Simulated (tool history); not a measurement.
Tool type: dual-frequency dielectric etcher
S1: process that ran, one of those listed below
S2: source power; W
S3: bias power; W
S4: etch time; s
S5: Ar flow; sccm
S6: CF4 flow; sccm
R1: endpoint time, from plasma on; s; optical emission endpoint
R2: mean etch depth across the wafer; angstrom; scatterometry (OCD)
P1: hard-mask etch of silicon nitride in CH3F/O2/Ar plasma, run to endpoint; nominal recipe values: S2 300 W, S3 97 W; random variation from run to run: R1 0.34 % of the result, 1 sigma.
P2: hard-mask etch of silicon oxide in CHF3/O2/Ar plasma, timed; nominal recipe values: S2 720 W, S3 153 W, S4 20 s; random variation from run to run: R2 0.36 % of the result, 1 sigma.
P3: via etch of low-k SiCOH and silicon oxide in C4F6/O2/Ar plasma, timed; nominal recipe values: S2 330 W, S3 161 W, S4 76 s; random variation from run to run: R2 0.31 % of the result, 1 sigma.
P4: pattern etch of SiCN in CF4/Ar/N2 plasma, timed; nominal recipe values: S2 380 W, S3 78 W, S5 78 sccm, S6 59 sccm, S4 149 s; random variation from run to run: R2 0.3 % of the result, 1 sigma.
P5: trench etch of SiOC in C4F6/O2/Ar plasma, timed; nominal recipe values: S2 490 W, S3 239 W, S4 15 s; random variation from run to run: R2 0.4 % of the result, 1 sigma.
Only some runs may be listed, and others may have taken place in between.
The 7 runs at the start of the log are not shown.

run	day	S1	S2	S3	S4	S5	S6	R1	R2
8	3.158	P1	300	97				75.45	
9	3.621	P4	380	78	149	78	59		1110
10	3.996	P2	720	153	20				402.89
# day 4.254: bias power generator calibrated
11	4.421	P5	490	239	18.5				473.15
12	4.917	P2	720	153	11				221.83
13	5.454	P3	330	161	94.5				2375.6
14	5.762	P4	530	78	149	78	59		1498.1
15	6.017	P5	490	239	15				379.42
16	6.412	P3	200	161	76				1572.4
17	6.917	P1	390	97				68.961	
18	7.442	P4	380	78	223.5	78	59		1661.6
19	7.85	P2	960	153	20				450.26

Predict the results of run 20:
20	8.288	P4	380	48	149	78	59		?

R2: 949.87 angstrom
